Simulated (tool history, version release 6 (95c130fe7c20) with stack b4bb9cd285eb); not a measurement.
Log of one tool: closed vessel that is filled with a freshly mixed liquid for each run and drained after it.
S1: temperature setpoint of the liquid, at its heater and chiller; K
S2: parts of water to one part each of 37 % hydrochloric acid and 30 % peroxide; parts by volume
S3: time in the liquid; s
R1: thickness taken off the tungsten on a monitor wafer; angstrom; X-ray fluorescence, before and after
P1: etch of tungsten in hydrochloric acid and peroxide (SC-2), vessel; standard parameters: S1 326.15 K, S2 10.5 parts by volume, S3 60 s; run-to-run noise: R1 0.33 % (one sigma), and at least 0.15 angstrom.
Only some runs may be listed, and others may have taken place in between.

| run | hour | S1 | S2 | S3 | R1 |
|---|---|---|---|---|---|
| 1 | 6.9 | 326.15 | 10.5 | 60 | 160.5 |
| 2 | 15 | 332.65 | 10.5 | 85 | 345.5 |
| 3 | 22.7 | 326.15 | 4 | 60 | 329.74 |
| 4 | 28 | 326.15 | 10.5 | 60 | 159.25 |
| 5 | 37.5 | 337.65 | 10.5 | 60 | 330.75 |
| 6 | 44.2 | 326.15 | 10.5 | 60 | 157.89 |
| 7 | 53.5 | 326.15 | 10.5 | 30 | 79.931 |
| 8 | 63.7 | 326.15 | 14.5 | 85 | 170.57 |
| 9 | 68.6 | 326.15 | 10.5 | 60 | 160.05 |
| 10 | 76.1 | 326.15 | 10.5 | 60 | 159.03 |
| 11 | 85.4 | 326.15 | 10.5 | 85 | 226.36 |
| 12 | 92.3 | 326.15 | 10.5 | 60 | 158.71 |
| 13 | 97.2 | 326.15 | 10.5 | 60 | 159.26 |
| 14 | 106.3 | 313.15 | 10.5 | 60 | 65.926 |
| 15 | 114.2 | 326.15 | 15 | 60 | 116.83 |
| 16 | 119.5 | 326.15 | 10.5 | 60 | 160.76 |
| 17 | 129.9 | 326.15 | 10.5 | 60 | 153.29 |
| 18 | 138.4 | 326.15 | 10.5 | 60 | 150.21 |
| 19 | 146.7 | 326.15 | 10.5 | 60 | 147.07 |
| 20 | 153 | 326.15 | 10.5 | 60 | 146.77 |
| 21 | 162.7 | 326.15 | 10.5 | 60 | 145.64 |
|  | 164.7 | new drum of peroxide connected |
| 22 | 167.6 | 326.15 | 10.5 | 60 | 145.14 |

Run 23 comes next. What will it give?
| 23 | 176.7 | 326.15 | 10.5 | 60 | ? |

R1: 144.3 angstrom
